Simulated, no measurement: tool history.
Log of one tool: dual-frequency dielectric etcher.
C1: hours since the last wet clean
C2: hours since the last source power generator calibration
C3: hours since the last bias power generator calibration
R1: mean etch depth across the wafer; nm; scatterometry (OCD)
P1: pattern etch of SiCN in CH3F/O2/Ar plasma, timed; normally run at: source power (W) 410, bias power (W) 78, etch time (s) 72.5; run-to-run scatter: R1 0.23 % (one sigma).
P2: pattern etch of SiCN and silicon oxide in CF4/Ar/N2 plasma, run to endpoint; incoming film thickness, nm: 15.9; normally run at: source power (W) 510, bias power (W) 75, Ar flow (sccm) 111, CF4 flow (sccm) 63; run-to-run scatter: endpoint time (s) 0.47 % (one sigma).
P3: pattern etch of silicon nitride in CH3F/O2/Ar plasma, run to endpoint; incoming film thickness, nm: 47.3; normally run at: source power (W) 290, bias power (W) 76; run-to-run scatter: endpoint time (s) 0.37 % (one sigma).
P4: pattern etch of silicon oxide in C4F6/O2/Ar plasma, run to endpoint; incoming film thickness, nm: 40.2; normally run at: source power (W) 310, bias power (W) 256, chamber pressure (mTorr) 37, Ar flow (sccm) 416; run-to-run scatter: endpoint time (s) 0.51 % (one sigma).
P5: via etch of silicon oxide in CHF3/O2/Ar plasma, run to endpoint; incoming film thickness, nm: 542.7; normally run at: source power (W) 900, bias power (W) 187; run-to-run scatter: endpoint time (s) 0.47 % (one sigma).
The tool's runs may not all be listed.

Run 1, day 0.362: process that ran P1, source power (W) 410, bias power (W) 78, etch time (s) 72.5; C1 275.5; C2 643; C3 601.7. Result: R1 28.953 nm.
Run 2, day 0.775: process that ran P1, source power (W) 410, bias power (W) 109, etch time (s) 72.5; C1 285.4; C2 652.9; C3 611.6. Result: R1 32.791 nm.
Run 3, day 1.033: process that ran P1, source power (W) 410, bias power (W) 78, etch time (s) 42.5; C1 291.6; C2 659.1; C3 617.8. Result: R1 16.991 nm.
Run 4, day 1.283: process that ran P1, source power (W) 410, bias power (W) 51, etch time (s) 50; C1 297.6; C2 665.1; C3 623.8. Result: R1 17.294 nm.
Run 5, day 1.546: process that ran P4, source power (W) 310, bias power (W) 256, chamber pressure (mTorr) 28, Ar flow (sccm) 416; C1 303.9; C2 671.4; C3 630.1. Result: endpoint time (s) 12.859.
Run 6, day 1.812: process that ran P4, source power (W) 310, bias power (W) 256, chamber pressure (mTorr) 37, Ar flow (sccm) 500; C1 310.3; C2 677.8; C3 636.5. Result: endpoint time (s) 13.513.
Run 7, day 2.079: process that ran P5, source power (W) 650, bias power (W) 187; C1 316.7; C2 684.2; C3 642.9. Result: endpoint time (s) 267.02.
Run 8, day 2.504: process that ran P2, source power (W) 510, bias power (W) 75, Ar flow (sccm) 80, CF4 flow (sccm) 63; C1 326.9; C2 694.4; C3 653.1. Result: endpoint time (s) 15.684.
Run 9, day 2.729: process that ran P3, source power (W) 390, bias power (W) 76; C1 332.3; C2 699.8; C3 658.5. Result: endpoint time (s) 67.614.
Run 10, day 3.158: process that ran P1, source power (W) 410, bias power (W) 78, etch time (s) 72.5; C1 342.6; C2 710.1; C3 668.8. Result: R1 28.955 nm.
Run 11, day 3.383: process that ran P2, source power (W) 510, bias power (W) 106, Ar flow (sccm) 111, CF4 flow (sccm) 63; C1 348; C2 715.5; C3 674.2. Result: endpoint time (s) 14.605.
Run 12, day 3.838: process that ran P1, source power (W) 410, bias power (W) 109, etch time (s) 101.5; C1 358.9; C2 726.4; C3 685.1. Result: R1 45.97 nm.
Run 13, day 4.208: process that ran P4, source power (W) 370, bias power (W) 256, chamber pressure (mTorr) 37, Ar flow (sccm) 416; C1 367.8; C2 735.3; C3 694. Result: endpoint time (s) 12.295.
Run 14, day 4.638: process that ran P1, source power (W) 410, bias power (W) 78, etch time (s) 100.5; C1 378.1; C2 745.6; C3 704.3. Result: R1 40.095 nm.
Run 15, day 4.867: process that ran P1, source power (W) 410, bias power (W) 60, etch time (s) 72.5; C1 383.6; C2 751.1; C3 709.8. Result: R1 26.494 nm.
Run 16, day 5.088: process that ran P5, source power (W) 900, bias power (W) 253; C1 388.9; C2 756.4; C3 715.1. Result: endpoint time (s) 212.85.
Run 17, day 5.55: process that ran P2, source power (W) 510, bias power (W) 75, Ar flow (sccm) 111, CF4 flow (sccm) 63; C1 400; C2 767.5; C3 726.2. Result: endpoint time (s) 16.575.
Run 18, day 5.892: process that ran P4, source power (W) 310, bias power (W) 256, chamber pressure (mTorr) 37, Ar flow (sccm) 416; C1 408.2; C2 775.7; C3 734.4. Result: endpoint time (s) 13.196.
Run 19, day 6.258: process that ran P1, source power (W) 410, bias power (W) 78, etch time (s) 72.5; C1 417; C2 784.5; C3 743.2. Result: R1 28.971 nm.
Run 20, day 6.688: process that ran P4, source power (W) 310, bias power (W) 167, chamber pressure (mTorr) 37, Ar flow (sccm) 416; C1 427.3; C2 794.8; C3 753.5. Result: endpoint time (s) 15.337.
Run 21, day 6.967: process that ran P1, source power (W) 280, bias power (W) 78, etch time (s) 45; C1 434; C2 801.5; C3 760.2. Result: R1 15.618 nm.
At day 7.246: source power generator calibrated.
Run 22, day 7.283: process that ran P1, source power (W) 410, bias power (W) 78, etch time (s) 72.5; C1 441.6; C2 1; C3 767.8. Result: R1 29.068 nm.
Run 23, day 7.558: process that ran P1, source power (W) 510, bias power (W) 78, etch time (s) 72.5; C1 448.2; C2 7.6; C3 774.4. Result: R1 31.52 nm.
Run 24, day 7.862: process that ran P3, source power (W) 290, bias power (W) 76; C1 455.5; C2 14.9; C3 781.7. Result: endpoint time (s) 75.86.
Run 25, day 8.325: process that ran P1, source power (W) 410, bias power (W) 78, etch time (s) 72.5; C1 466.6; C2 26; C3 792.8. Result: R1 28.94 nm.
Run 26, day 8.708: process that ran P3, source power (W) 290, bias power (W) 99; C1 475.8; C2 35.2; C3 802. Result: endpoint time (s) 68.41.
Run 27, day 9.054: process that ran P2, source power (W) 660, bias power (W) 75, Ar flow (sccm) 111, CF4 flow (sccm) 63; C1 484.1; C2 43.5; C3 810.3. Result: endpoint time (s) 13.124.
Run 28, day 9.4: process that ran P5, source power (W) 900, bias power (W) 187; C1 492.4; C2 51.8; C3 818.6. Result: endpoint time (s) 236.13.
Run 29, day 9.629: process that ran P2, source power (W) 510, bias power (W) 75, Ar flow (sccm) 111, CF4 flow (sccm) 39; C1 497.9; C2 57.3; C3 824.1. Result: endpoint time (s) 17.846.
Run 30, day 9.862: process that ran P5, source power (W) 900, bias power (W) 187; C1 503.5; C2 62.9; C3 829.7. Result: endpoint time (s) 233.77.
Run 31, day 10.246: process that ran P1, source power (W) 260, bias power (W) 78, etch time (s) 72.5; C1 512.7; C2 72.1; C3 838.9. Result: R1 24.468 nm.
Run 32, day 10.504: process that ran P1, source power (W) 410, bias power (W) 78, etch time (s) 72.5; C1 518.9; C2 78.3; C3 845.1. Result: R1 28.926 nm.
Run 33, day 10.838: process that ran P1, source power (W) 410, bias power (W) 78, etch time (s) 72.5; C1 526.9; C2 86.3; C3 853.1. Result: R1 28.806 nm.
Run 34, day 11.233: process that ran P1, source power (W) 410, bias power (W) 78, etch time (s) 72.5; C1 536.4; C2 95.8; C3 862.6. Result: R1 28.658 nm.
Run 35, day 11.442: process that ran P1, source power (W) 410, bias power (W) 78, etch time (s) 72.5; C1 541.4; C2 100.8; C3 867.6. Result: R1 28.654 nm.
Run 36, day 11.883: process that ran P1, source power (W) 410, bias power (W) 78, etch time (s) 72.5; C1 552; C2 111.4; C3 878.2. Result: R1 28.612 nm.
At day 12: wet clean of the chamber.
Run 37, day 12.304: process that ran P1, source power (W) 410, bias power (W) 78, etch time (s) 72.5; C1 7.3; C2 121.5; C3 888.3. Result: R1 28.413 nm.
Run 38, day 12.625: process that ran P1, source power (W) 410, bias power (W) 78, etch time (s) 72.5; C1 15; C2 129.2; C3 896. Result: R1 28.569 nm.
Run 39, day 13.054: process that ran P1, source power (W) 410, bias power (W) 78, etch time (s) 72.5; C1 25.3; C2 139.5; C3 906.3. Result: R1 28.537 nm.

What P1 gives has crept away from where it was. These 2 causes fit the log equally well, each at the size given:
A: bias power that arrives under what is set, % = 3.99
B: source power that arrives under what is set, % = 3.82
The creep began at about day 10.504.
Why every other cause is out:
chamber walls in a state that lowers the etch rate, %: serviced at day 12, which brought nothing back

4 check runs are offered, each on 3 wafers whose results are averaged, their results left as question marks. Which one tells the causes apart?
Run check 1, day 13.483: process that ran P4, source power (W) 310, bias power (W) 168, chamber pressure (mTorr) 37, Ar flow (sccm) 416. Result: endpoint time (s) ?.
Run check 2, day 13.483: process that ran P5, source power (W) 680, bias power (W) 187. Result: endpoint time (s) ?.
Run check 3, day 13.483: process that ran P3, source power (W) 390, bias power (W) 76. Result: endpoint time (s) ?.
Run check 4, day 13.483: process that ran P2, source power (W) 650, bias power (W) 75, Ar flow (sccm) 111, CF4 flow (sccm) 63. Result: endpoint time (s) ?.

What each check would give under each cause:
  check             result    if A    if B
check 1  endpoint time (s)  15.439  15.475
check 2  endpoint time (s)  265.81  266.15
check 3  endpoint time (s)  68.623  68.666
check 4  endpoint time (s)  13.511   13.79
How far apart the two closest causes lie, in the result that separates them most: check 1 0.23 %; check 2 0.13 %; check 3 0.06 %; check 4 2.04 %
Check 4 tells the causes apart: in the others they would give nearly the same result.

Then check 4 was run and gave: endpoint time (s) 13.733. Which cause is it?

It is B: source power that arrives under what is set, %.
